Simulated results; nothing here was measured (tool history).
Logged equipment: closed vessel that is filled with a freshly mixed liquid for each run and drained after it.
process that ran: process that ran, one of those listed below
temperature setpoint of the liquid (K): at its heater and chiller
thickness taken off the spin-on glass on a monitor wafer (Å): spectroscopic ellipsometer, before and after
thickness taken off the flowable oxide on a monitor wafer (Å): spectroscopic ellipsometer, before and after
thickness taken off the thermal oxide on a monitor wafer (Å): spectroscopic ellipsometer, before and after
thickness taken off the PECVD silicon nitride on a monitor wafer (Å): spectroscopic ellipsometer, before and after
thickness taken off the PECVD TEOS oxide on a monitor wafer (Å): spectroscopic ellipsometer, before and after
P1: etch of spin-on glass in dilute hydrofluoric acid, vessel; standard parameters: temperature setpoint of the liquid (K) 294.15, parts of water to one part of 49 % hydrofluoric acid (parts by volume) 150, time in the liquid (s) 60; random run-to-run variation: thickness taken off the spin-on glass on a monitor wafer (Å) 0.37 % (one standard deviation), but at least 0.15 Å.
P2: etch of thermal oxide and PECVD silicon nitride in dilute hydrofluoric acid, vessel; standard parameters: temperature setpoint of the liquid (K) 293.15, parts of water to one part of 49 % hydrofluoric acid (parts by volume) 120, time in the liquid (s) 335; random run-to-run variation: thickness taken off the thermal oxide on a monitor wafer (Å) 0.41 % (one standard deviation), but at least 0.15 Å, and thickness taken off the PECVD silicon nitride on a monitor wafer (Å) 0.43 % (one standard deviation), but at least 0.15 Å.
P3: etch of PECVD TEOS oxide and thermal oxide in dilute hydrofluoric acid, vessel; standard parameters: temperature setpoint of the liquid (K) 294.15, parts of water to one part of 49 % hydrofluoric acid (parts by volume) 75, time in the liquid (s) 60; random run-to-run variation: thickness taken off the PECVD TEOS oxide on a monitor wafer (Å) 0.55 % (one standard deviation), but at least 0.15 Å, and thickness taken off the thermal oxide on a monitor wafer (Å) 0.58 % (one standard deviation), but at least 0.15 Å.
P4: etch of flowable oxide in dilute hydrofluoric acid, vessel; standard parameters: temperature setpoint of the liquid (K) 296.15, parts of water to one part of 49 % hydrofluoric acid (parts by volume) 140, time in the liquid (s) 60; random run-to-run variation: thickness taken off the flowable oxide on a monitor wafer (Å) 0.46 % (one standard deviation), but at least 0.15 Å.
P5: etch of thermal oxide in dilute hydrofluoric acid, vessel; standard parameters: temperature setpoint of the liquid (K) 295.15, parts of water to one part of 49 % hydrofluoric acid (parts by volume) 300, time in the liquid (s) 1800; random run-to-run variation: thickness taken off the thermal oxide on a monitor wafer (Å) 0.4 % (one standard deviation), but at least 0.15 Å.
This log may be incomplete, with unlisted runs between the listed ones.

run     day  process that ran  temperature setpoint of the liquid (K)  parts of water to one part of 49 % hydrofluoric acid (parts by volume)  time in the liquid (s)  hours since the thermometer was replaced  hours since the hydrofluoric acid flow meter was replaced  thickness taken off the spin-on glass on a monitor wafer (Å)  thickness taken off the flowable oxide on a monitor wafer (Å)  thickness taken off the thermal oxide on a monitor wafer (Å)  thickness taken off the PECVD silicon nitride on a monitor wafer (Å)  thickness taken off the PECVD TEOS oxide on a monitor wafer (Å)
  1   0.321                P1                                  294.15                                                                     150                      60                                      87.5                                                      314.4                                                       117.470
  2   0.904                P4                                  296.15                                                                     140                      60                                     101.5                                                      328.4                                                                                                                       234.67
  3   1.242                P1                                  294.15                                                                      45                      60                                     109.6                                                      336.5                                                       441.860
  4   1.504                P1                                  294.15                                                                     220                      60                                     115.9                                                      342.8                                                        74.491
  5   2.046                P1                                  294.15                                                                     150                      60                                     128.9                                                      355.8                                                       116.870
  6   2.350                P4                                  296.15                                                                      55                      60                                     136.2                                                      363.1                                                                                                                       658.76
  7   2.762                P5                                  295.15                                                                     300                    1800                                     146.1                                                      373.0                                                                                                                                                                                   206.7000
  8   3.350                P1                                  301.65                                                                     150                      30                                     160.2                                                      387.1                                                        78.019
  9   3.612                P5                                  290.15                                                                     300                    1800                                     166.5                                                      393.4                                                                                                                                                                                   172.4300
 10   4.129                P2                                  293.15                                                                     120                      30                                     178.9                                                      405.8                                                                                                                                                                                     9.2448                                                                9.2244
 11   4.562                P2                                  290.15                                                                     120                     335                                     189.3                                                      416.2                                                                                                                                                                                    93.5450                                                               85.5260
 12   5.054                P2                                  293.15                                                                      20                     335                                     201.1                                                      428.0                                                                                                                                                                                   710.7800                                                              594.8400
 13   5.583                P1                                  294.15                                                                     150                      60                                     213.8                                                      440.7                                                       117.360
 14   6.062                P3                                  294.15                                                                      75                      60                                     225.3                                                      452.2                                                                                                                                                                                    36.3840                                                                                                                                119.580
 15   6.671                P5                                  295.15                                                                     300                    1800                                     239.9                                                      466.8                                                                                                                                                                                   206.3400
 16   6.954                P2                                  293.15                                                                     120                     335                                     246.7                                                      473.6                                                                                                                                                                                   105.5000                                                              105.3600
 17   7.392                P1                                  294.15                                                                     150                      60                                     257.2                                                      484.1                                                       117.580
 18   7.671                P5                                  295.15                                                                     300                    2970                                     263.9                                                      490.8                                                                                                                                                                                   342.1100
 19   8.175                P1                                  294.15                                                                     150                      30                                     276.0                                                      502.9                                                        58.530
 20   8.512                P4                                  296.15                                                                     140                      60                                     284.1                                                      511.0                                                                                                                       233.73
      8.908  -- hydrofluoric acid flow meter replaced
 21   9.054                P1                                  294.15                                                                     150                      60                                     297.1                                                        3.6                                                       116.960
 22   9.396                P1                                  299.15                                                                     150                      60                                     305.3                                                       11.8                                                       142.520
 23   9.675                P1                                  294.15                                                                     150                     110                                     312.0                                                       18.5                                                       214.590
 24  10.283                P4                                  290.15                                                                     140                      60                                     326.6                                                       33.1                                                                                                                       184.75
 25  10.888                P1                                  294.15                                                                     150                      60                                     341.1                                                       47.6                                                       117.120
 26  11.325                P5                                  295.15                                                                      55                    1800                                     351.6                                                       58.1                                                                                                                                                                                  1455.8000
 27  11.808                P3                                  294.15                                                                      75                      60                                     363.2                                                       69.7                                                                                                                                                                                    36.6670                                                                                                                                120.450
 28  12.125                P1                                  294.15                                                                     150                      60                                     370.8                                                       77.3                                                       118.010
 29  12.733                P1                                  290.15                                                                     150                      60                                     385.4                                                       91.9                                                       100.170
 30  13.267                P4                                  296.15                                                                     140                      30                                     398.2                                                      104.7                                                                                                                       117.35
 31  13.825                P3                                  290.15                                                                      75                      60                                     411.6                                                      118.1                                                                                                                                                                                    30.6680                                                                                                                                101.160
 32  14.108                P3                                  294.15                                                                     105                      60                                     418.4                                                      124.9                                                                                                                                                                                    24.9700                                                                                                                                 82.666
 33  14.421                P1                                  290.15                                                                     265                      60                                     425.9                                                      132.4                                                        50.870
 34  15.012                P3                                  294.15                                                                      75                      30                                     440.1                                                      146.6                                                                                                                                                                                    18.4390                                                                                                                                 60.322
 35  15.396                P1                                  294.15                                                                     150                      60                                     449.3                                                      155.8                                                       117.970
 36  15.879                P1                                  294.15                                                                     150                      60                                     460.9                                                      167.4                                                       114.940
 37  16.296                P1                                  294.15                                                                     150                      60                                     470.9                                                      177.4                                                       113.820
 38  16.775                P1                                  294.15                                                                     150                      60                                     482.4                                                      188.9                                                       112.820
 39  17.062                P1                                  294.15                                                                     150                      60                                     489.3                                                      195.8                                                       112.470
 40  17.588                P1                                  294.15                                                                     150                      60                                     501.9                                                      208.4                                                       110.830
 41  17.971                P1                                  294.15                                                                     150                      60                                     511.1                                                      217.6                                                       110.800
 42  18.558                P1                                  294.15                                                                     150                      60                                     525.2                                                      231.7                                                       111.130
 43  19.096                P1                                  294.15                                                                     150                      60                                     538.1                                                      244.6                                                       110.280
 44  19.617                P1                                  294.15                                                                     150                      60                                     550.6                                                      257.1                                                       110.790
 45  20.117                P1                                  294.15                                                                     150                      60                                     562.6                                                      269.1                                                       110.480

The log shows P1 creeping away from where it was. Any of the 2 causes listed here, at the size stated for it, fits the log just as well as the others:
A: liquid colder than its thermometer reads (K) = 1.48
B: hydrofluoric acid flow below the setpoint (%) = 4.92
The drift started at roughly day 15.396.

Each of the 4 check runs below uses one wafer; its results are left as question marks. Which run tells the causes apart?
check 1  20.617                P3                                  294.15                                                                      75                      30                                                                                                                                                                                                                                                                                               ?                                                                                                                                      ?
check 2  20.617                P5                                  290.15                                                                     300                    2740                                                                                                                                                                                                                                                                                               ?
check 3  20.617                P4                                  296.15                                                                      60                      60                                                                                                                                                                                                                                 ?
check 4  20.617                P2                                  293.15                                                                     120                     130                                                                                                                                                                                                                                                                                               ?                                                                     ?

Check results expected under each cause:
  check                                                                result      if A      if B
check 1          thickness taken off the thermal oxide on a monitor wafer (Å)   17.1570   17.2710
check 1       thickness taken off the PECVD TEOS oxide on a monitor wafer (Å)    56.576    56.952
check 2          thickness taken off the thermal oxide on a monitor wafer (Å)  247.9700  246.3000
check 3         thickness taken off the flowable oxide on a monitor wafer (Å)    564.69    568.64
check 4          thickness taken off the thermal oxide on a monitor wafer (Å)   38.6210   38.7470
check 4  thickness taken off the PECVD silicon nitride on a monitor wafer (Å)   36.7730   38.7120
Per check, the gap between the least separated pair of causes, taken in the result that splits them most: check 1 0.66 %; check 2 0.68 %; check 3 0.7 %; check 4 5.14 %
Check 4 is the one run that separates the causes; every other check would come out nearly the same whichever cause is at work.

With check 4 done, the readings were: thickness taken off the thermal oxide on a monitor wafer (Å) 38.7570; thickness taken off the PECVD silicon nitride on a monitor wafer (Å) 38.5970. Identify which of the listed causes applies.

It was cause B: hydrofluoric acid flow below the setpoint (%).
